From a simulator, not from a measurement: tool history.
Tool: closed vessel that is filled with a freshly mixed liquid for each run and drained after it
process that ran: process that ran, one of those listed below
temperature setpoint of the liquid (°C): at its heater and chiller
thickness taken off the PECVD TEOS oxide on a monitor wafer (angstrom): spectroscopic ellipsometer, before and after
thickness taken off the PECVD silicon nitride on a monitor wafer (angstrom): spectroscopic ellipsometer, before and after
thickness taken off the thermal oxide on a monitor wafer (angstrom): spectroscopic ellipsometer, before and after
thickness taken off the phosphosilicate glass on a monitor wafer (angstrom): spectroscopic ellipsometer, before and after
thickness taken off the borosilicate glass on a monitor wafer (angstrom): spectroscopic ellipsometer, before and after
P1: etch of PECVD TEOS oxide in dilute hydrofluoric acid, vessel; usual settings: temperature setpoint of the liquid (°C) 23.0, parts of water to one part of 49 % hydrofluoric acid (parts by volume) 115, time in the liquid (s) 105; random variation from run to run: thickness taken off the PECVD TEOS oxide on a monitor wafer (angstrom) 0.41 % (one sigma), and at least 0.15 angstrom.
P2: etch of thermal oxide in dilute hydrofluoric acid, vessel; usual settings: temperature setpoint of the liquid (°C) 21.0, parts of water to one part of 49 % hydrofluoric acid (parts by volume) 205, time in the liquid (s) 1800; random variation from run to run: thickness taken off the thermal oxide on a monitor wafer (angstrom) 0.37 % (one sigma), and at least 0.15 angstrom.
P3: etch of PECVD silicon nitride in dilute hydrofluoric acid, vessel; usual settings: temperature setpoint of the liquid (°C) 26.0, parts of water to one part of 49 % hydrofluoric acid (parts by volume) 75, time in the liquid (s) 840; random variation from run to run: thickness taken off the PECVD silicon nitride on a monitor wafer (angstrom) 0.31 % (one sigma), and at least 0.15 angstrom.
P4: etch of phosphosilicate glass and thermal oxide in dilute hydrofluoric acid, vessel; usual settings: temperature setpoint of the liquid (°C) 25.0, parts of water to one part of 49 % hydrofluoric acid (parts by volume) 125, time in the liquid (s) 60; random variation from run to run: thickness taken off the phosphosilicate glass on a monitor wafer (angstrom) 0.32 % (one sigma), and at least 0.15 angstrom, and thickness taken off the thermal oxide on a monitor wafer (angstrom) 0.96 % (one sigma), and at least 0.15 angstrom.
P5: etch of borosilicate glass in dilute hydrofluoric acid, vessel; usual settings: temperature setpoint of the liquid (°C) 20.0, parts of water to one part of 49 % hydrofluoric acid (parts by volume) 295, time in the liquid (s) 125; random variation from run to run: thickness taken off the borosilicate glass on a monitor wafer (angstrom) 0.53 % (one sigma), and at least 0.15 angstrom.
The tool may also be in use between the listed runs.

run   hour  process that ran  temperature setpoint of the liquid (°C)  parts of water to one part of 49 % hydrofluoric acid (parts by volume)  time in the liquid (s)  hours since the thermometer was replaced  hours since the hydrofluoric acid flow meter was replaced  thickness taken off the PECVD TEOS oxide on a monitor wafer (angstrom)  thickness taken off the PECVD silicon nitride on a monitor wafer (angstrom)  thickness taken off the thermal oxide on a monitor wafer (angstrom)  thickness taken off the phosphosilicate glass on a monitor wafer (angstrom)  thickness taken off the borosilicate glass on a monitor wafer (angstrom)
  1    5.0                P1                                     23.0                                                                     115                     105                                     386.1                                                       98.9                                                                  77.501
  2    8.1                P3                                     26.0                                                                      20                     840                                     389.2                                                      102.0                                                                                                                                              1498.70
  3   12.6                P1                                     23.0                                                                     115                     105                                     393.7                                                      106.5                                                                  77.147
  4   17.2                P2                                     21.0                                                                     295                    1800                                     398.3                                                      111.1                                                                                                                                                                                                                  212.0200
  5   20.6                P2                                     21.0                                                                     205                      40                                     401.7                                                      114.5                                                                                                                                                                                                                    7.3251
  6   25.4                P1                                     23.0                                                                     115                      35                                     406.5                                                      119.3                                                                  25.507
  7   30.5                P3                                     26.0                                                                      75                    1450                                     411.6                                                      124.4                                                                                                                                               714.08
  8   36.8                P2                                     17.0                                                                     205                    1800                                     417.9                                                      130.7                                                                                                                                                                                                                  283.5300
  9   42.6                P4                                     19.5                                                                     125                      60                                     423.7                                                      136.5                                                                                                                                                                                                                   17.4560                                                                       774.10
 10   46.3                P1                                     23.0                                                                      60                     170                                     427.4                                                      140.2                                                                 256.370
 11   52.6                P4                                     25.0                                                                     125                      60                                     433.7                                                      146.5                                                                                                                                                                                                                   21.8830                                                                       963.05
 12   56.0                P4                                     25.0                                                                      45                      60                                     437.1                                                      149.9                                                                                                                                                                                                                   66.2440                                                                      2983.50
 13   61.1                P3                                     33.0                                                                      75                     840                                     442.2                                                      155.0                                                                                                                                               645.80
 14   67.3                P1                                     23.0                                                                      65                     105                                     448.4                                                      161.2                                                                 145.340
 15   71.5                P5                                     23.5                                                                     295                     125                                     452.6                                                      165.4                                                                                                                                                                                                                                                                                                                                                                          112.330
 16   78.0                P1                                     23.0                                                                     115                     105                                     459.1                                                      171.9                                                                  77.318
 17   82.7                P4                                     25.0                                                                     125                      90                                     463.8                                                      176.6                                                                                                                                                                                                                   32.4180                                                                      1453.50
 18   86.8                P2                                     21.0                                                                     205                    1800                                     467.9                                                      180.7                                                                                                                                                                                                                  335.7400
 19   90.5                P1                                     27.0                                                                     115                     105                                     471.6                                                      184.4                                                                  89.800
 20   95.3                P1                                     23.0                                                                     190                     105                                     476.4                                                      189.2                                                                  43.206
 21  100.5                P1                                     23.0                                                                     115                     105                                     481.6                                                      194.4                                                                  77.411
 22  106.7                P5                                     20.0                                                                     295                     125                                     487.8                                                      200.6                                                                                                                                                                                                                                                                                                                                                                           99.155
     108.8  -- hydrofluoric acid flow meter replaced
 23  112.9                P5                                     20.0                                                                     295                     125                                     494.0                                                        4.2                                                                                                                                                                                                                                                                                                                                                                           99.303
 24  117.4                P5                                     20.0                                                                     295                      35                                     498.5                                                        8.7                                                                                                                                                                                                                                                                                                                                                                           28.028
 25  122.3                P1                                     17.0                                                                     115                     105                                     503.4                                                       13.6                                                                  60.519
 26  126.6                P1                                     23.0                                                                     115                     105                                     507.7                                                       17.9                                                                  77.499
 27  131.1                P5                                     20.0                                                                      85                     125                                     512.2                                                       22.4                                                                                                                                                                                                                                                                                                                                                                          430.280
 28  134.4                P3                                     26.0                                                                      75                     840                                     515.5                                                       25.7                                                                                                                                               414.77
 29  139.2                P2                                     21.0                                                                     205                    1800                                     520.3                                                       30.5                                                                                                                                                                                                                  333.6800
 30  142.5                P1                                     23.0                                                                     115                     105                                     523.6                                                       33.8                                                                  77.802
 31  145.8                P1                                     23.0                                                                     115                     200                                     526.9                                                       37.1                                                                 148.030
 32  151.9                P4                                     25.0                                                                     125                      60                                     533.0                                                       43.2                                                                                                                                                                                                                   21.4760                                                                       967.33
 33  158.1                P1                                     23.0                                                                     115                     105                                     539.2                                                       49.4                                                                  77.256
 34  164.3                P1                                     23.0                                                                     115                     105                                     545.4                                                       55.6                                                                  75.160
 35  170.7                P1                                     23.0                                                                     115                     105                                     551.8                                                       62.0                                                                  73.633
 36  173.9                P1                                     23.0                                                                     115                     105                                     555.0                                                       65.2                                                                  73.637
 37  179.6                P1                                     23.0                                                                     115                     105                                     560.7                                                       70.9                                                                  72.945
 38  185.0                P1                                     23.0                                                                     115                     105                                     566.1                                                       76.3                                                                  72.826
 39  189.1                P1                                     23.0                                                                     115                     105                                     570.2                                                       80.4                                                                  72.857
 40  193.8                P1                                     23.0                                                                     115                     105                                     574.9                                                       85.1                                                                  72.695
 41  198.7                P1                                     23.0                                                                     115                     105                                     579.8                                                       90.0                                                                  72.355

What P1 gives has crept away from where it was. These 2 causes fit the log equally well, each at the size given:
A: hydrofluoric acid flow below the setpoint (%) = 5.45
B: liquid colder than its thermometer reads (K) = 1.6
The creep began at about hour 158.1.

4 check runs are offered, one wafer each, their results left as question marks. Which one tells the causes apart?
check 1  203.6                P2                                     17.0                                                                     205                     340                                                                                                                                                                                                                                                                                                                              ?
check 2  203.6                P4                                     25.0                                                                      70                      85                                                                                                                                                                                                                                                                                                                              ?                                                                            ?
check 3  203.6                P5                                     20.0                                                                     100                     125                                                                                                                                                                                                                                                                                                                                                                                                                                                                                     ?
check 4  203.6                P3                                     26.0                                                                      50                    1405                                                                                                                                                                                                                                                         ?

What each check would give under each cause:
  check                                                                       result     if A     if B
check 1          thickness taken off the thermal oxide on a monitor wafer (angstrom)  50.4400  50.5690
check 2          thickness taken off the thermal oxide on a monitor wafer (angstrom)  54.7180  54.5300
check 2  thickness taken off the phosphosilicate glass on a monitor wafer (angstrom)  2459.70  2451.20
check 3     thickness taken off the borosilicate glass on a monitor wafer (angstrom)  334.100  332.840
check 4  thickness taken off the PECVD silicon nitride on a monitor wafer (angstrom)   975.33   926.00
How far apart the two closest causes lie, in the result that separates them most: check 1 0.26 %; check 2 0.34 %; check 3 0.38 %; check 4 5.19 %
Check 4 tells the causes apart: in the others they would give nearly the same result.

Check 4 was then run and gave: thickness taken off the PECVD silicon nitride on a monitor wafer (angstrom) 979.11. Which cause is it?

It is A: hydrofluoric acid flow below the setpoint (%).
